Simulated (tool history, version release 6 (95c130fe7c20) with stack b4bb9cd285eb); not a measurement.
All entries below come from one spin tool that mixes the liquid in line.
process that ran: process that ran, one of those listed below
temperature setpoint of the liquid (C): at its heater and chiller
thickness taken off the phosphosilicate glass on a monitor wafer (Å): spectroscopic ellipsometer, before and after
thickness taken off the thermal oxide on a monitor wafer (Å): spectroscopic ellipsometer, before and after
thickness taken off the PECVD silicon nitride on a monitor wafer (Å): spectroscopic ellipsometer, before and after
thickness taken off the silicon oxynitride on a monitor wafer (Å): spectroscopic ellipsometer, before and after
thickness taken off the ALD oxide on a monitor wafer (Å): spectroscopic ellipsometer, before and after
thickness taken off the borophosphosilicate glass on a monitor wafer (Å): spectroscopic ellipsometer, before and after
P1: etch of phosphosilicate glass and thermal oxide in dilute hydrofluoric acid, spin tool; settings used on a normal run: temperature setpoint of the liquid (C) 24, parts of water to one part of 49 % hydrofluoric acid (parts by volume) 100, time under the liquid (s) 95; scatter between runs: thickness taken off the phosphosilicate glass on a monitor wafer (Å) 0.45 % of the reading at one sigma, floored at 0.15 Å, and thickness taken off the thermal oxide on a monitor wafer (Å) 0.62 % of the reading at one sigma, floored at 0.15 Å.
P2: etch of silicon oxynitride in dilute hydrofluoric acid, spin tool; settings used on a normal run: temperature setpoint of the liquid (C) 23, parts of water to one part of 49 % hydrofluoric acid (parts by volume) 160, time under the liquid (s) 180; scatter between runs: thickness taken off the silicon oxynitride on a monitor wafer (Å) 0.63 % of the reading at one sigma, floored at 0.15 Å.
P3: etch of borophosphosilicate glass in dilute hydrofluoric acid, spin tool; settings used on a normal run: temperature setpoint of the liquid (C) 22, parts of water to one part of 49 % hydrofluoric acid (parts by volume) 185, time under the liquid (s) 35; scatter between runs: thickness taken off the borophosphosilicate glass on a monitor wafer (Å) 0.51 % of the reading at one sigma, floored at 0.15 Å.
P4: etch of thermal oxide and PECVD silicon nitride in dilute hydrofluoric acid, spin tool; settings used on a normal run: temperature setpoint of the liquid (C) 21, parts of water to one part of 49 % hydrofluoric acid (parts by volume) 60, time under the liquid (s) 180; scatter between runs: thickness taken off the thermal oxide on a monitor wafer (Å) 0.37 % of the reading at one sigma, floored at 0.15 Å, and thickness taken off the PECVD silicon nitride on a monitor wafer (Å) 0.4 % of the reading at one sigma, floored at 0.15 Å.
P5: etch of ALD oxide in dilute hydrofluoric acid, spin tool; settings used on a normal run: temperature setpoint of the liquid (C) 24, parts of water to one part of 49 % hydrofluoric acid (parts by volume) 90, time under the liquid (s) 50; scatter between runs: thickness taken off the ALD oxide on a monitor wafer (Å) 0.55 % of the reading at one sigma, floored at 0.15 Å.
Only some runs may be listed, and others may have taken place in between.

run    day  process that ran  temperature setpoint of the liquid (C)  parts of water to one part of 49 % hydrofluoric acid (parts by volume)  time under the liquid (s)  thickness taken off the phosphosilicate glass on a monitor wafer (Å)  thickness taken off the thermal oxide on a monitor wafer (Å)  thickness taken off the PECVD silicon nitride on a monitor wafer (Å)  thickness taken off the silicon oxynitride on a monitor wafer (Å)  thickness taken off the ALD oxide on a monitor wafer (Å)  thickness taken off the borophosphosilicate glass on a monitor wafer (Å)
  1  0.175                P1                                      24                                                                     100                         95                                                                572.78                                                         42.19
  2  0.367                P4                                      21                                                                      30                        180                                                                                                                              281.02                                                                264.27
  3  0.546                P1                                      24                                                                     100                         95                                                                568.07                                                        42.011
  4  0.733                P1                                    30.5                                                                     100                         55                                                                424.34                                                        31.425
  5  0.875                P1                                      19                                                                     100                         95                                                                463.21                                                        34.387
  6  0.975                P2                                      23                                                                     160                         15                                                                                                                                                                                                                                                                        2.856
  7  1.075                P1                                      24                                                                      25                         95                                                                2505.4                                                        185.65
  8  1.217                P5                                      24                                                                      90                         50                                                                                                                                                                                                                                                                                                                                 70.984
  9  1.433                P4                                      21                                                                      60                        180                                                                                                                              135.39                                                                134.74
 10  1.592                P1                                      28                                                                      50                         95                                                                1421.1                                                        106.13
 11  1.733                P4                                      21                                                                      60                         15                                                                                                                              11.135                                                                 11.14
 12  1.842                P2                                      23                                                                      30                        180                                                                                                                                                                                                                                                                       193.59
 13  2.012                P1                                      24                                                                     100                         20                                                                120.03                                                        8.9137
 14  2.138                P3                                      22                                                                     185                         60                                                                                                                                                                                                                                                                                                                                                                                                           72.341
 15  2.296                P3                                      22                                                                     185                         35                                                                                                                                                                                                                                                                                                                                                                                                           42.316
 16  2.512                P1                                      24                                                                     100                        135                                                                807.52                                                        59.585
 17  2.621                P1                                      24                                                                     100                         95                                                                572.46                                                        42.503
 18  2.729                P3                                      22                                                                     295                         35                                                                                                                                                                                                                                                                                                                                                                                                           23.386
 19    2.9                P4                                    24.5                                                                      60                        180                                                                                                                              156.86                                                                 170.6
 20      3                P2                                      23                                                                     160                        180                                                                                                                                                                                                                                                                       33.242
 21  3.112                P5                                      24                                                                      90                         50                                                                                                                                                                                                                                                                                                                                 70.369
 22  3.329                P1                                      24                                                                     100                         95                                                                 572.4                                                        41.964
 23  3.525                P3                                      17                                                                     185                         35                                                                                                                                                                                                                                                                                                                                                                                                           34.699
 24  3.671                P2                                      30                                                                     160                        180                                                                                                                                                                                                                                                                       44.688
 25  3.838                P1                                      24                                                                     150                         95                                                                359.78                                                        26.231
 26  4.054                P2                                      23                                                                     160                        180                                                                                                                                                                                                                                                                       32.652
 27  4.208                P5                                      18                                                                      90                         50                                                                                                                                                                                                                                                                                                                                 55.731
 28  4.312                P5                                      24                                                                      90                         80                                                                                                                                                                                                                                                                                                                                 113.19
 29    4.5                P1                                      24                                                                     100                         95                                                                570.04                                                        42.347
 30  4.658                P1                                      32                                                                     100                         95                                                                776.06                                                        57.954
 31  4.817                P5                                      24                                                                      35                         50                                                                                                                                                                                                                                                                                                                                 196.21
 32  4.962                P1                                      24                                                                     100                         95                                                                573.66                                                        42.127
 33  5.162                P1                                      24                                                                     100                         95                                                                546.72                                                        40.759
 34  5.275                P1                                      24                                                                     100                         95                                                                541.56                                                        40.284
 35  5.488                P1                                      24                                                                     100                         95                                                                534.94                                                        39.655
 36    5.6                P1                                      24                                                                     100                         95                                                                 533.7                                                        39.138
 37  5.762                P1                                      24                                                                     100                         95                                                                526.55                                                        39.462
 38  5.921                P1                                      24                                                                     100                         95                                                                524.12                                                        39.011
 39    6.1                P1                                      24                                                                     100                         95                                                                525.09                                                        39.042
 40    6.3                P1                                      24                                                                     100                         95                                                                524.75                                                        39.136
 41  6.433                P1                                      24                                                                     100                         95                                                                525.49                                                         38.71
 42  6.642                P1                                      24                                                                     100                         95                                                                520.41                                                        38.682

Something has made what P1 gives creep away from where it was; the 2 causes below, each at its own stated size, fit the log equally well:
A: liquid colder than its thermometer reads (K) = 2.15
B: hydrofluoric acid flow below the setpoint (%) = 7.34
The gradual shift began around day 4.962.

Below are 4 check runs, each on a single wafer, with their results shown as question marks. Which of them would tell the listed causes apart, meaning the causes would give clearly different results under it?
check 1  6.85                P5                                      24                                                                      90                         50                                                                                                                                                                                                                                                                                                                                      ?
check 2  6.85                P4                                      21                                                                      60                        180                                                                                                                                   ?                                                                     ?
check 3  6.85                P2                                      23                                                                     160                        180                                                                                                                                                                                                                                                                            ?
check 4  6.85                P3                                      22                                                                     185                         35                                                                                                                                                                                                                                                                                                                                                                                                                ?

What every check run would give for each of its results, assuming each possible cause in turn:
  check                                                                    result    if A    if B
check 1                  thickness taken off the ALD oxide on a monitor wafer (Å)  65.101  65.201
check 2              thickness taken off the thermal oxide on a monitor wafer (Å)  123.36  124.45
check 2      thickness taken off the PECVD silicon nitride on a monitor wafer (Å)  116.05  125.02
check 3         thickness taken off the silicon oxynitride on a monitor wafer (Å)   29.73  30.158
check 4  thickness taken off the borophosphosilicate glass on a monitor wafer (Å)  38.646  38.321
How far apart the two closest causes lie, in the result that separates them most: check 1 0.15 %; check 2 7.44 %; check 3 1.43 %; check 4 0.84 %
Check 2 tells the causes apart: in the others they would give nearly the same result.

Check 2 was carried out, with these results: thickness taken off the thermal oxide on a monitor wafer (Å) 122.9; thickness taken off the PECVD silicon nitride on a monitor wafer (Å) 115.92. Which of the listed causes is responsible?

It was cause A: liquid colder than its thermometer reads (K).
